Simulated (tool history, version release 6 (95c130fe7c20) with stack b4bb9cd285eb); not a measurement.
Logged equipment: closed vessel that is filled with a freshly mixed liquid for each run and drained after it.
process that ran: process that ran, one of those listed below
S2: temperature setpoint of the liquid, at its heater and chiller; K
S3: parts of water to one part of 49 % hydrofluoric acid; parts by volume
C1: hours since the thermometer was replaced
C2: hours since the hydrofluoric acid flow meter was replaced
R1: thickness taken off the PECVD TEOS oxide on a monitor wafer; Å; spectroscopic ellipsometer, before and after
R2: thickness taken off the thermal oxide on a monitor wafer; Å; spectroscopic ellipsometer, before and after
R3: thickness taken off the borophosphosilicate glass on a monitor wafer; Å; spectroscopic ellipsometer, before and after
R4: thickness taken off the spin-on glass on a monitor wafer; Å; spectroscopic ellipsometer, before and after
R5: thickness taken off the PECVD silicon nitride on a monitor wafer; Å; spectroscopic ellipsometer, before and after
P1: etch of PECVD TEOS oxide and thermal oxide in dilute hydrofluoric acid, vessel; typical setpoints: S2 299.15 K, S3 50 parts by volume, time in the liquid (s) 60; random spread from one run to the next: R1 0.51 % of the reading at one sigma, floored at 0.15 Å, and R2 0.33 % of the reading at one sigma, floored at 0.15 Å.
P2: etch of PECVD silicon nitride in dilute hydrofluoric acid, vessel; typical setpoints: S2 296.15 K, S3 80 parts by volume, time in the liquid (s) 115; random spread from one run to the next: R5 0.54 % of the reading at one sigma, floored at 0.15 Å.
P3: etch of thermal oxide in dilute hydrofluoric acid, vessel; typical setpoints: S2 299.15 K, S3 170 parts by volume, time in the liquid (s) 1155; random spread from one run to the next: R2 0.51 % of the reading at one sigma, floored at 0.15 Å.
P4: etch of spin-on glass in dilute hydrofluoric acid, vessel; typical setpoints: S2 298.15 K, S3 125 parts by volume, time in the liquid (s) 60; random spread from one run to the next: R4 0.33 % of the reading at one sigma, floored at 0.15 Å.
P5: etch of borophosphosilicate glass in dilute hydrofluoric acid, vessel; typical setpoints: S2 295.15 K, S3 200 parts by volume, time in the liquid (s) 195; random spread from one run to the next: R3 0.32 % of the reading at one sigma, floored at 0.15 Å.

{"run": 1, "hour": 9.6, "process that ran": "P1", "S2": 299.15, "S3": 50, "time in the liquid (s)": 60, "C1": 771.1, "C2": 191.3, "R1": 336.36, "R2": 67.158}
{"run": 2, "hour": 15.8, "process that ran": "P5", "S2": 295.15, "S3": 200, "time in the liquid (s)": 30, "C1": 777.3, "C2": 197.5, "R3": 61.066}
{"run": 3, "hour": 21.3, "process that ran": "P4", "S2": 298.15, "S3": 125, "time in the liquid (s)": 60, "C1": 782.8, "C2": 203.0, "R4": 210.01}
{"run": 4, "hour": 30.3, "process that ran": "P4", "S2": 294.15, "S3": 125, "time in the liquid (s)": 60, "C1": 791.8, "C2": 212.0, "R4": 178.39}
{"run": 5, "hour": 37.0, "process that ran": "P1", "S2": 299.15, "S3": 75, "time in the liquid (s)": 105, "C1": 798.5, "C2": 218.7, "R1": 376.62, "R2": 76.143}
{"run": 6, "hour": 42.1, "process that ran": "P1", "S2": 299.15, "S3": 50, "time in the liquid (s)": 60, "C1": 803.6, "C2": 223.8, "R1": 334.19, "R2": 67.333}
{"run": 7, "hour": 48.5, "process that ran": "P1", "S2": 299.15, "S3": 50, "time in the liquid (s)": 95, "C1": 810.0, "C2": 230.2, "R1": 532.74, "R2": 106.2}
{"run": 8, "hour": 54.2, "process that ran": "P2", "S2": 296.15, "S3": 80, "time in the liquid (s)": 115, "C1": 815.7, "C2": 235.9, "R5": 47.824}
{"run": 9, "hour": 59.1, "process that ran": "P5", "S2": 300.65, "S3": 200, "time in the liquid (s)": 195, "C1": 820.6, "C2": 240.8, "R3": 484.57}
{"run": 10, "hour": 66.0, "process that ran": "P4", "S2": 298.15, "S3": 125, "time in the liquid (s)": 60, "C1": 827.5, "C2": 247.7, "R4": 208.81}
{"run": 11, "hour": 70.8, "process that ran": "P2", "S2": 296.15, "S3": 80, "time in the liquid (s)": 45, "C1": 832.3, "C2": 252.5, "R5": 18.449}
{"run": 12, "hour": 76.9, "process that ran": "P2", "S2": 290.15, "S3": 80, "time in the liquid (s)": 115, "C1": 838.4, "C2": 258.6, "R5": 31.801}
{"run": 13, "hour": 83.8, "process that ran": "P2", "S2": 296.15, "S3": 140, "time in the liquid (s)": 115, "C1": 845.3, "C2": 265.5, "R5": 27.522}
{"run": 14, "hour": 89.4, "process that ran": "P5", "S2": 295.15, "S3": 200, "time in the liquid (s)": 195, "C1": 850.9, "C2": 271.1, "R3": 394.82}
{"run": 15, "hour": 94.4, "process that ran": "P1", "S2": 299.15, "S3": 50, "time in the liquid (s)": 60, "C1": 855.9, "C2": 276.1, "R1": 336.6, "R2": 67.704}
{"run": 16, "hour": 102.2, "process that ran": "P1", "S2": 299.15, "S3": 50, "time in the liquid (s)": 60, "C1": 863.7, "C2": 283.9, "R1": 337.29, "R2": 66.795}
{"run": 17, "hour": 111.8, "process that ran": "P3", "S2": 299.15, "S3": 90, "time in the liquid (s)": 1155, "C1": 873.3, "C2": 293.5, "R2": 662.74}
{"run": 18, "hour": 119.7, "process that ran": "P1", "S2": 299.15, "S3": 85, "time in the liquid (s)": 60, "C1": 881.2, "C2": 301.4, "R1": 186.95, "R2": 37.473}
{"run": 19, "hour": 129.9, "process that ran": "P3", "S2": 299.15, "S3": 170, "time in the liquid (s)": 1155, "C1": 891.4, "C2": 311.6, "R2": 320.49}
{"run": 20, "hour": 137.9, "process that ran": "P4", "S2": 298.15, "S3": 125, "time in the liquid (s)": 30, "C1": 899.4, "C2": 319.6, "R4": 104.27}
{"run": 21, "hour": 146.5, "process that ran": "P3", "S2": 299.15, "S3": 170, "time in the liquid (s)": 1155, "C1": 908.0, "C2": 328.2, "R2": 317.49}
{"hour": 153.5, "done": "hydrofluoric acid flow meter replaced"}
{"run": 22, "hour": 154.3, "process that ran": "P1", "S2": 299.15, "S3": 50, "time in the liquid (s)": 60, "C1": 915.8, "C2": 0.9, "R1": 336.7, "R2": 67.592}
{"run": 23, "hour": 161.2, "process that ran": "P1", "S2": 299.15, "S3": 50, "time in the liquid (s)": 30, "C1": 922.7, "C2": 7.8, "R1": 166.72, "R2": 33.588}
{"run": 24, "hour": 166.6, "process that ran": "P5", "S2": 295.15, "S3": 55, "time in the liquid (s)": 195, "C1": 928.1, "C2": 13.2, "R3": 1694.1}
{"run": 25, "hour": 172.8, "process that ran": "P1", "S2": 295.15, "S3": 50, "time in the liquid (s)": 60, "C1": 934.3, "C2": 19.4, "R1": 282.86, "R2": 57.133}
{"run": 26, "hour": 178.7, "process that ran": "P3", "S2": 299.15, "S3": 170, "time in the liquid (s)": 60, "C1": 940.2, "C2": 25.3, "R2": 16.46}
{"run": 27, "hour": 186.8, "process that ran": "P1", "S2": 307.15, "S3": 50, "time in the liquid (s)": 60, "C1": 948.3, "C2": 33.4, "R1": 454.19, "R2": 92.213}
{"run": 28, "hour": 192.1, "process that ran": "P1", "S2": 299.15, "S3": 20, "time in the liquid (s)": 60, "C1": 953.6, "C2": 38.7, "R1": 867.43, "R2": 175.18}
{"run": 29, "hour": 202.0, "process that ran": "P4", "S2": 298.15, "S3": 35, "time in the liquid (s)": 60, "C1": 963.5, "C2": 48.6, "R4": 836.05}
{"run": 30, "hour": 210.0, "process that ran": "P1", "S2": 299.15, "S3": 50, "time in the liquid (s)": 60, "C1": 971.5, "C2": 56.6, "R1": 333.3, "R2": 67.48}
{"run": 31, "hour": 215.2, "process that ran": "P3", "S2": 295.15, "S3": 170, "time in the liquid (s)": 1155, "C1": 976.7, "C2": 61.8, "R2": 275.94}
{"run": 32, "hour": 224.0, "process that ran": "P1", "S2": 299.15, "S3": 50, "time in the liquid (s)": 60, "C1": 985.5, "C2": 70.6, "R1": 334.94, "R2": 67.824}
{"run": 33, "hour": 229.8, "process that ran": "P1", "S2": 299.15, "S3": 50, "time in the liquid (s)": 60, "C1": 991.3, "C2": 76.4, "R1": 328.42, "R2": 65.845}
{"run": 34, "hour": 238.6, "process that ran": "P1", "S2": 299.15, "S3": 50, "time in the liquid (s)": 60, "C1": 1000.1, "C2": 85.2, "R1": 316.38, "R2": 63.718}
{"run": 35, "hour": 244.2, "process that ran": "P1", "S2": 299.15, "S3": 50, "time in the liquid (s)": 60, "C1": 1005.7, "C2": 90.8, "R1": 315.06, "R2": 62.941}
{"run": 36, "hour": 250.4, "process that ran": "P1", "S2": 299.15, "S3": 50, "time in the liquid (s)": 60, "C1": 1011.9, "C2": 97.0, "R1": 314.15, "R2": 62.544}
{"run": 37, "hour": 259.3, "process that ran": "P1", "S2": 299.15, "S3": 50, "time in the liquid (s)": 60, "C1": 1020.8, "C2": 105.9, "R1": 308.54, "R2": 62.516}
{"run": 38, "hour": 269.4, "process that ran": "P1", "S2": 299.15, "S3": 50, "time in the liquid (s)": 60, "C1": 1030.9, "C2": 116.0, "R1": 302.33, "R2": 61.671}
{"run": 39, "hour": 280.4, "process that ran": "P1", "S2": 299.15, "S3": 50, "time in the liquid (s)": 60, "C1": 1041.9, "C2": 127.0, "R1": 305.17, "R2": 61.173}
{"run": 40, "hour": 287.8, "process that ran": "P1", "S2": 299.15, "S3": 50, "time in the liquid (s)": 60, "C1": 1049.3, "C2": 134.4, "R1": 303.47, "R2": 61.141}
{"run": 41, "hour": 298.7, "process that ran": "P1", "S2": 299.15, "S3": 50, "time in the liquid (s)": 60, "C1": 1060.2, "C2": 145.3, "R1": 303.9, "R2": 61.283}

What P1 gives has crept off from where it sat before. The 2 causes that follow fit the log equally well, each at the size noted:
A: hydrofluoric acid flow below the setpoint (%) = 8.6
B: liquid colder than its thermometer reads (K) = 2.36
The onset of the drift is placed at about hour 224.0.

Which of the 4 check runs listed below separates the causes, so that each cause would produce a clearly different result? Each run uses one wafer, and its results are marked with question marks.
{"run": "check 1", "hour": 309.6, "process that ran": "P2", "S2": 296.15, "S3": 130, "time in the liquid (s)": 115, "R5": "?"}
{"run": "check 2", "hour": 309.6, "process that ran": "P3", "S2": 295.65, "S3": 95, "time in the liquid (s)": 1155, "R2": "?"}
{"run": "check 3", "hour": 309.6, "process that ran": "P4", "S2": 298.15, "S3": 40, "time in the liquid (s)": 30, "R4": "?"}
{"run": "check 4", "hour": 309.6, "process that ran": "P5", "S2": 295.15, "S3": 90, "time in the liquid (s)": 130, "R3": "?"}

If the cause were each of the candidates in turn, the checks would give the following:
check=check_1 result=R5 if_A=26.954 if_B=25.187
check=check_2 result=R2 if_A=492.830 if_B=495.020
check=check_3 result=R4 if_A=331.28 if_B=330.27
check=check_4 result=R3 if_A=599.870 if_B=601.720
Per check, the gap between the least separated pair of causes, taken in the result that splits them most: check 1 6.78 %; check 2 0.44 %; check 3 0.3 %; check 4 0.31 %
The other checks would show nearly matching results whichever cause is true, so check 1 is the only one that separates the causes.

After running check 1, the following was obtained: R5 24.949 Å. Which cause does this point to?

The cause is B: liquid colder than its thermometer reads (K).
